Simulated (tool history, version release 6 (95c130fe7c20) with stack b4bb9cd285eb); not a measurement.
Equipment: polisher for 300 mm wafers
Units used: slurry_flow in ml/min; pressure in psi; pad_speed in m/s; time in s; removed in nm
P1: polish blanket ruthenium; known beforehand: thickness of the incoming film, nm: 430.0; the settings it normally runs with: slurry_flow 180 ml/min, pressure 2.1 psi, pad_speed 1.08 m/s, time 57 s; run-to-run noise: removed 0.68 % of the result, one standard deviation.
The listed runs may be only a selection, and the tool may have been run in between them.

run,hour,slurry_flow,pressure,pad_speed,time,wafers polished on this pad,hours since the slurry nozzle was cleaned,hours since the head pressure was calibrated,removed
1,5.5,180,2.1,1.08,57,221,559.2,264.4,86.504
2,11.4,245,2.1,1.08,57,274,565.1,270.3,89.446
3,17.5,180,2.1,1.52,36,329,571.2,276.4,75.814
4,23.7,180,2.1,1.08,57,385,577.4,282.6,86.804
5,27.6,180,2.1,1.08,57,420,581.3,286.5,86.231
6,35.0,180,2.1,1.08,57,487,588.7,293.9,86.873
7,40.4,180,2.1,1.08,41,535,594.1,299.3,62.403
8,47.0,180,2.1,0.70,57,595,600.7,305.9,55.062
9,51.2,130,2.1,1.66,57,632,604.9,310.1,125.660
10,55.1,180,2.1,1.08,57,667,608.8,314.0,86.403
11,61.4,110,2.1,1.08,57,724,615.1,320.3,77.804
12,66.6,180,2.1,1.52,57,771,620.3,325.5,119.870
13,73.9,180,1.4,1.08,57,837,627.6,332.8,57.508
14,79.5,180,2.1,1.08,57,887,633.2,338.4,85.019
15,84.4,180,3.1,1.08,57,931,638.1,343.3,125.370
16,91.4,180,2.1,1.08,77,994,645.1,350.3,117.220
17,97.9,180,2.1,1.08,57,1052,651.6,356.8,84.825
18,102.3,180,2.1,1.08,57,1092,656.0,361.2,83.699
19,107.8,180,2.1,1.08,57,1141,661.5,366.7,82.074
20,111.4,180,2.1,1.08,57,1174,665.1,370.3,81.323

The next listed run, before its measurement:
21,115.2,180,2.1,1.08,57,1208,668.9,374.1,?

removed: 81.273 nm

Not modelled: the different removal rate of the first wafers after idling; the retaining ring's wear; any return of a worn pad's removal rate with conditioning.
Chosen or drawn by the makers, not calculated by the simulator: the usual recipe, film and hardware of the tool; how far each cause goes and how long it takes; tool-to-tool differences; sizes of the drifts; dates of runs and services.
